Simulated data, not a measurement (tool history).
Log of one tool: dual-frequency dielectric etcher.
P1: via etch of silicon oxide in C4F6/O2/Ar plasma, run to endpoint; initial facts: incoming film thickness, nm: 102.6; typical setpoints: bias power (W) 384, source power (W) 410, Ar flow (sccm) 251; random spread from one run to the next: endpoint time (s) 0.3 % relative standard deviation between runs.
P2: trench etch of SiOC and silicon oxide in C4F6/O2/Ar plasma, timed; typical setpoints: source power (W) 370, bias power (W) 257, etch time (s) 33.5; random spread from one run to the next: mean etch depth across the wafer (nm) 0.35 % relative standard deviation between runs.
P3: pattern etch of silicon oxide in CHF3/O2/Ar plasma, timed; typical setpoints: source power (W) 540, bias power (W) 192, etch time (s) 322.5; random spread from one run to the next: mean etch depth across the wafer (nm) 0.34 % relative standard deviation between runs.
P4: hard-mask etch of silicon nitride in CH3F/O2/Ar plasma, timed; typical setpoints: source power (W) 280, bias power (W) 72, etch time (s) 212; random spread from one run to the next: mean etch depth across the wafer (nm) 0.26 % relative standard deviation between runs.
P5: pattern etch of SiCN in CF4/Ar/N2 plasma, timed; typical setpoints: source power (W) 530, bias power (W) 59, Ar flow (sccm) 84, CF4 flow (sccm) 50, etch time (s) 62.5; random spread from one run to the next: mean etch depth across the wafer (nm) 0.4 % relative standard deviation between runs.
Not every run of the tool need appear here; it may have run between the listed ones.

run   hour  process that ran  bias power (W)  source power (W)  Ar flow (sccm)  etch time (s)  CF4 flow (sccm)  hours since the last wet clean  hours since the last bias power generator calibration  hours since the last source power generator calibration  hours since the last Ar flow controller change  endpoint time (s)  mean etch depth across the wafer (nm)
  1      7                P1             384               410             251                                                            83.5                                                  876.2                                                    745.9                                           955.2             23.805
  2   14.1                P1             384               570             251                                                            90.6                                                  883.3                                                      753                                           962.3             21.049
  3   19.5                P2             257               370                           33.5                                               96                                                  888.7                                                    758.4                                           967.7                                                    71.819
  4   27.2                P1             384               410             251                                                           103.7                                                  896.4                                                    766.1                                           975.4             23.845
  5   32.3                P5              59               530             114           62.5               50                           108.8                                                  901.5                                                    771.2                                           980.5                                                    52.762
      34.4  -- bias power generator calibrated
  6   39.9                P4              72               280                            212                                            116.4                                                    5.6                                                    778.8                                           988.1                                                    131.04
  7   44.5                P5              59               530              84           62.5               50                             121                                                   10.2                                                    783.4                                           992.7                                                    56.127
  8   50.4                P3             192               540                          322.5                                            126.9                                                   16.1                                                    789.3                                           998.6                                                    629.57
  9   58.2                P1             384               270             251                                                           134.7                                                   23.9                                                    797.1                                          1006.4             27.743
 10   62.2                P5              72               530              84           62.5               50                           138.7                                                   27.9                                                    801.1                                          1010.4                                                    60.018
 11   70.8                P5              59               530              84           62.5               50                           147.3                                                   36.5                                                    809.7                                            1019                                                    55.889
 12   78.5                P3             192               380                          322.5                                              155                                                   44.2                                                    817.4                                          1026.7                                                    553.33
 13   85.1                P5              59               530              84           62.5               33                           161.6                                                   50.8                                                      824                                          1033.3                                                    52.293
 14   92.2                P4              72               280                            212                                            168.7                                                   57.9                                                    831.1                                          1040.4                                                    131.27
 15   96.8                P2             155               370                           33.5                                            173.3                                                   62.5                                                    835.7                                            1045                                                    60.705
 16    102                P1             384               410             251                                                           178.5                                                   67.7                                                    840.9                                          1050.2             23.733
 17  109.9                P5              59               390              84           62.5               50                           186.4                                                   75.6                                                    848.8                                          1058.1                                                    42.836
 18    115                P4              72               280                          127.5                                            191.5                                                   80.7                                                    853.9                                          1063.2                                                    79.247
 19  119.2                P1             314               410             326                                                           195.7                                                   84.9                                                    858.1                                          1067.4             26.206
 20  125.1                P3             262               540                          322.5                                            201.6                                                   90.8                                                      864                                          1073.3                                                    703.74
 21  129.7                P5              59               530              84             47               50                           206.2                                                   95.4                                                    868.6                                          1077.9                                                    42.122
 22  136.7                P1             384               410             251                                                           213.2                                                  102.4                                                    875.6                                          1084.9             23.765
 23  143.8                P1             384               410             251                                                           220.3                                                  109.5                                                    882.7                                            1092             23.731
 24  147.8                P3             192               540                          322.5                                            224.3                                                  113.5                                                    886.7                                            1096                                                    631.02
 25  153.7                P2             257               370                           25.5                                            230.2                                                  119.4                                                    892.6                                          1101.9                                                    54.695
 26  161.4                P1             384               410             251                                                           237.9                                                  127.1                                                    900.3                                          1109.6             23.824
 27    169                P2             257               370                           33.5                                            245.5                                                  134.7                                                    907.9                                          1117.2                                                    72.214
 28  172.8                P4              72               340                            212                                            249.3                                                  138.5                                                    911.7                                            1121                                                    142.23
 29  181.4                P1             384               510             328                                                           257.9                                                  147.1                                                    920.3                                          1129.6             22.543
 30  187.4                P1             384               410             320                                                           263.9                                                  153.1                                                    926.3                                          1135.6             24.353
 31  193.7                P1             501               410             251                                                           270.2                                                  159.4                                                    932.6                                          1141.9             21.593
 32  201.3                P2             257               500                           33.5                                            277.8                                                    167                                                    940.2                                          1149.5                                                    80.096
 33  207.3                P1             384               410             201                                                           283.8                                                    173                                                    946.2                                          1155.5             23.114
 34  214.8                P1             260               410             251                                                           291.3                                                  180.5                                                    953.7                                            1163             27.383
 35  218.8                P3             192               540                          473.5                                            295.3                                                  184.5                                                    957.7                                            1167                                                    927.65
 36  224.5                P1             251               410             177                                                             301                                                  190.2                                                    963.4                                          1172.7             26.553
 37  229.9                P4             102               280                            212                                            306.4                                                  195.6                                                    968.8                                          1178.1                                                    148.95
 38  237.9                P1             384               410             251                                                           314.4                                                  203.6                                                    976.8                                          1186.1             23.756
 39  244.7                P1             384               410             251                                                           321.2                                                  210.4                                                    983.6                                          1192.9             24.055
 40  249.1                P1             384               410             251                                                           325.6                                                  214.8                                                      988                                          1197.3             23.952
 41  253.2                P1             384               410             251                                                           329.7                                                  218.9                                                    992.1                                          1201.4             23.982
 42    260                P1             384               410             251                                                           336.5                                                  225.7                                                    998.9                                          1208.2              23.98
 43  265.3                P1             384               410             251                                                           341.8                                                    231                                                   1004.2                                          1213.5               24.2
     270.6  -- wet clean of the chamber
 44  273.9                P1             384               410             251                                                             3.4                                                  239.6                                                   1012.8                                          1222.1             24.313
     274.9  -- Ar flow controller replaced
 45  279.3                P1             384               410             251                                                             8.8                                                    245                                                   1018.2                                             4.5             24.106
 46  287.7                P1             384               410             251                                                            17.2                                                  253.4                                                   1026.6                                            12.9              24.13
 47  291.6                P1             384               410             251                                                            21.1                                                  257.3                                                   1030.5                                            16.8             24.182

What P1 gives has crept away from where it was. These 2 causes fit the log equally well, each at the size given:
A: bias power that arrives under what is set, % = 4.4
B: source power that arrives under what is set, % = 4.22
The drift started at roughly hour 237.9.
What rules out each remaining cause:
chamber walls in a state that lowers the etch rate, %: serviced at hour 270.6, which brought nothing back
Ar flow that arrives over what is set, %: serviced at hour 274.9, which brought nothing back

Which of the 4 check runs listed below, each an average over 2 wafers with its results shown as question marks, gives clearly different results under the different listed causes?
check 1  295.5                P5              59               530              84           62.5               50                                                                                                                                                                                                                                                         ?
check 2  295.5                P2             257               370                           33.5                                                                                                                                                                                                                                                                          ?
check 3  295.5                P3             192               540                          322.5                                                                                                                                                                                                                                                                          ?
check 4  295.5                P4              72               280                            212                                                                                                                                                                                                                                                                          ?

What each check would give under each cause:
  check                                 result    if A    if B
check 1  mean etch depth across the wafer (nm)  55.287  54.033
check 2  mean etch depth across the wafer (nm)  70.677  70.599
check 3  mean etch depth across the wafer (nm)  621.81  621.17
check 4  mean etch depth across the wafer (nm)  129.86  129.81
How far apart the two closest causes lie, in the result that separates them most: check 1 2.29 %; check 2 0.11 %; check 3 0.1 %; check 4 0.04 %
Only in check 1 would the causes give clearly different results; in the remaining checks their results would be nearly the same.

Then check 1 was run and gave: mean etch depth across the wafer (nm) 55.52. Which cause is it?

The correct cause is A, namely: bias power that arrives under what is set, %.

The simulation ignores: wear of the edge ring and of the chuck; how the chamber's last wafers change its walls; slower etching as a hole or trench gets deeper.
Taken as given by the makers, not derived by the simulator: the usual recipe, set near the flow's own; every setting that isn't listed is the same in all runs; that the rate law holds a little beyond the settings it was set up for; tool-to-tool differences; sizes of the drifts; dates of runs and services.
